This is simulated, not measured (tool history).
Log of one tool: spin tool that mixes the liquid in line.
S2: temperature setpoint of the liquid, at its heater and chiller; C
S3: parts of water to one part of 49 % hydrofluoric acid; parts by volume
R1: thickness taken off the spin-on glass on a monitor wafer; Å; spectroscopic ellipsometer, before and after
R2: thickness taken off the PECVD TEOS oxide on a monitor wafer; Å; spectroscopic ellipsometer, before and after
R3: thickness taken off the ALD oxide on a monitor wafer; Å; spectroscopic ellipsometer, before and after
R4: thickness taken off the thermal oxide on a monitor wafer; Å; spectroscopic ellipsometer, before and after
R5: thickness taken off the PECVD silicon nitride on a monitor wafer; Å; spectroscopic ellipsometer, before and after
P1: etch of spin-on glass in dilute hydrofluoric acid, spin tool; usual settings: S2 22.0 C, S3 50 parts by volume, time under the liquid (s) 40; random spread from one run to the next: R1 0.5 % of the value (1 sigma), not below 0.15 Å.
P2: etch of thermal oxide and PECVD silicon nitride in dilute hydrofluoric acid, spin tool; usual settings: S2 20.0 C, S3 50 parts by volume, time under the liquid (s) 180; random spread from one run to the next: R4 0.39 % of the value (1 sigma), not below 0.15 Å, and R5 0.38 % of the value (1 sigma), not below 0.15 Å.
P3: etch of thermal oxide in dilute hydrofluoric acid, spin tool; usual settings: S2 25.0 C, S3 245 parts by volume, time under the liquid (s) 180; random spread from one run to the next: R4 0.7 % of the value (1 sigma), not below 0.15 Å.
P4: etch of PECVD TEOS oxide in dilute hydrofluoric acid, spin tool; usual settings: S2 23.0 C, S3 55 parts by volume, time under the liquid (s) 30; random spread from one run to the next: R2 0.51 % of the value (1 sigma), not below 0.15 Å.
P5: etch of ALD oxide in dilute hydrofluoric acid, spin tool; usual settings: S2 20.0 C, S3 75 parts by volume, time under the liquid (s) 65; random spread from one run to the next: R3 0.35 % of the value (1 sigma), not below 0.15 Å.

run 1 hour=19.2 | process_that_ran=P1 S2=22.0 S3=50 time_under_the_liquid_(s)=40 | R1=255.490
run 2 hour=37.3 | process_that_ran=P4 S2=23.0 S3=55 time_under_the_liquid_(s)=65 | R2=265.84
run 3 hour=55.6 | process_that_ran=P1 S2=22.0 S3=50 time_under_the_liquid_(s)=15 | R1=97.398
run 4 hour=74.8 | process_that_ran=P4 S2=17.0 S3=55 time_under_the_liquid_(s)=30 | R2=96.60
run 5 hour=93.5 | process_that_ran=P1 S2=22.0 S3=50 time_under_the_liquid_(s)=70 | R1=449.840
-- hour=102.2 thermometer replaced
run 6 hour=109.8 | process_that_ran=P1 S2=22.0 S3=50 time_under_the_liquid_(s)=40 | R1=256.830
run 7 hour=119.2 | process_that_ran=P5 S2=27.0 S3=75 time_under_the_liquid_(s)=65 | R3=129.60
run 8 hour=135.9 | process_that_ran=P4 S2=23.0 S3=55 time_under_the_liquid_(s)=30 | R2=124.40
run 9 hour=144.3 | process_that_ran=P2 S2=20.0 S3=85 time_under_the_liquid_(s)=180 | R4=88.219 R5=94.316
run 10 hour=160.0 | process_that_ran=P1 S2=22.0 S3=20 time_under_the_liquid_(s)=40 | R1=666.190
run 11 hour=174.4 | process_that_ran=P3 S2=31.0 S3=245 time_under_the_liquid_(s)=180 | R4=36.286
run 12 hour=184.1 | process_that_ran=P1 S2=29.5 S3=30 time_under_the_liquid_(s)=40 | R1=594.990
-- hour=190.3 hydrofluoric acid flow meter replaced
run 13 hour=199.2 | process_that_ran=P1 S2=17.0 S3=50 time_under_the_liquid_(s)=40 | R1=208.140
run 14 hour=217.1 | process_that_ran=P2 S2=20.0 S3=50 time_under_the_liquid_(s)=180 | R4=156.190 R5=157.480
run 15 hour=227.4 | process_that_ran=P3 S2=25.0 S3=245 time_under_the_liquid_(s)=180 | R4=29.993
run 16 hour=239.9 | process_that_ran=P2 S2=24.0 S3=50 time_under_the_liquid_(s)=180 | R4=184.470 R5=207.670
run 17 hour=253.6 | process_that_ran=P3 S2=25.0 S3=245 time_under_the_liquid_(s)=180 | R4=29.816
run 18 hour=264.4 | process_that_ran=P1 S2=22.0 S3=50 time_under_the_liquid_(s)=40 | R1=254.160
run 19 hour=281.3 | process_that_ran=P5 S2=20.0 S3=75 time_under_the_liquid_(s)=100 | R3=150.10
run 20 hour=290.0 | process_that_ran=P5 S2=20.0 S3=75 time_under_the_liquid_(s)=65 | R3=98.31
run 21 hour=298.6 | process_that_ran=P1 S2=28.0 S3=50 time_under_the_liquid_(s)=40 | R1=326.790
run 22 hour=310.5 | process_that_ran=P1 S2=22.0 S3=50 time_under_the_liquid_(s)=40 | R1=256.450
run 23 hour=324.0 | process_that_ran=P2 S2=20.0 S3=50 time_under_the_liquid_(s)=180 | R4=155.290 R5=159.340
run 24 hour=332.9 | process_that_ran=P1 S2=22.0 S3=70 time_under_the_liquid_(s)=40 | R1=180.020
run 25 hour=351.1 | process_that_ran=P4 S2=23.0 S3=55 time_under_the_liquid_(s)=30 | R2=123.60
run 26 hour=367.4 | process_that_ran=P5 S2=20.0 S3=35 time_under_the_liquid_(s)=65 | R3=219.83
run 27 hour=375.8 | process_that_ran=P3 S2=25.0 S3=245 time_under_the_liquid_(s)=325 | R4=52.927
run 28 hour=387.8 | process_that_ran=P4 S2=23.0 S3=20 time_under_the_liquid_(s)=30 | R2=356.65
run 29 hour=396.7 | process_that_ran=P2 S2=20.0 S3=50 time_under_the_liquid_(s)=305 | R4=264.120 R5=267.710
run 30 hour=414.0 | process_that_ran=P3 S2=25.0 S3=90 time_under_the_liquid_(s)=180 | R4=97.391
run 31 hour=424.8 | process_that_ran=P1 S2=22.0 S3=50 time_under_the_liquid_(s)=40 | R1=256.440
run 32 hour=443.5 | process_that_ran=P1 S2=22.0 S3=50 time_under_the_liquid_(s)=40 | R1=249.790
run 33 hour=458.9 | process_that_ran=P1 S2=22.0 S3=50 time_under_the_liquid_(s)=40 | R1=246.910
run 34 hour=473.7 | process_that_ran=P1 S2=22.0 S3=50 time_under_the_liquid_(s)=40 | R1=244.620
run 35 hour=488.7 | process_that_ran=P1 S2=22.0 S3=50 time_under_the_liquid_(s)=40 | R1=241.650
run 36 hour=500.2 | process_that_ran=P1 S2=22.0 S3=50 time_under_the_liquid_(s)=40 | R1=242.310
run 37 hour=519.4 | process_that_ran=P1 S2=22.0 S3=50 time_under_the_liquid_(s)=40 | R1=241.390
run 38 hour=528.1 | process_that_ran=P1 S2=22.0 S3=50 time_under_the_liquid_(s)=40 | R1=240.960
run 39 hour=537.7 | process_that_ran=P1 S2=22.0 S3=50 time_under_the_liquid_(s)=40 | R1=242.270
run 40 hour=548.6 | process_that_ran=P1 S2=22.0 S3=50 time_under_the_liquid_(s)=40 | R1=240.580
run 41 hour=561.2 | process_that_ran=P1 S2=22.0 S3=50 time_under_the_liquid_(s)=40 | R1=242.280

P1 no longer gives what it gave before; its output has crept away from where it was. The following 2 causes, each at its listed size, fit the log equally well:
A: liquid colder than its thermometer reads (K) = 1.57
B: hydrofluoric acid flow below the setpoint (%) = 5.99
Onset of the creep was near hour 424.8.

Each of the 4 check runs below uses one wafer; its results are left as question marks. Which run tells the causes apart?
run check 1 hour=573.8 | process_that_ran=P3 S2=25.0 S3=135 time_under_the_liquid_(s)=180 | R4=?
run check 2 hour=573.8 | process_that_ran=P5 S2=24.5 S3=75 time_under_the_liquid_(s)=65 | R3=?
run check 3 hour=573.8 | process_that_ran=P4 S2=17.0 S3=55 time_under_the_liquid_(s)=60 | R2=?
run check 4 hour=573.8 | process_that_ran=P2 S2=20.0 S3=75 time_under_the_liquid_(s)=180 | R4=? R5=?

Check results expected under each cause:
check=check_1 result=R4 if_A=57.330 if_B=56.678
check=check_2 result=R3 if_A=110.20 if_B=109.71
check=check_3 result=R2 if_A=178.93 if_B=179.46
check=check_4 result=R4 if_A=94.892 if_B=94.767
check=check_4 result=R5 if_A=95.777 if_B=100.520
Separation of the two closest causes in each check, using whichever result separates them best: check 1 1.14 %; check 2 0.44 %; check 3 0.29 %; check 4 4.83 %
Of the check runs offered, only check 4 discriminates between the causes; the rest would read about the same regardless of which cause applies.

Check 4 has now been run. It gave: R4 94.705 Å; R5 95.961 Å. Which of the candidate causes is it?

The cause is A: liquid colder than its thermometer reads (K).

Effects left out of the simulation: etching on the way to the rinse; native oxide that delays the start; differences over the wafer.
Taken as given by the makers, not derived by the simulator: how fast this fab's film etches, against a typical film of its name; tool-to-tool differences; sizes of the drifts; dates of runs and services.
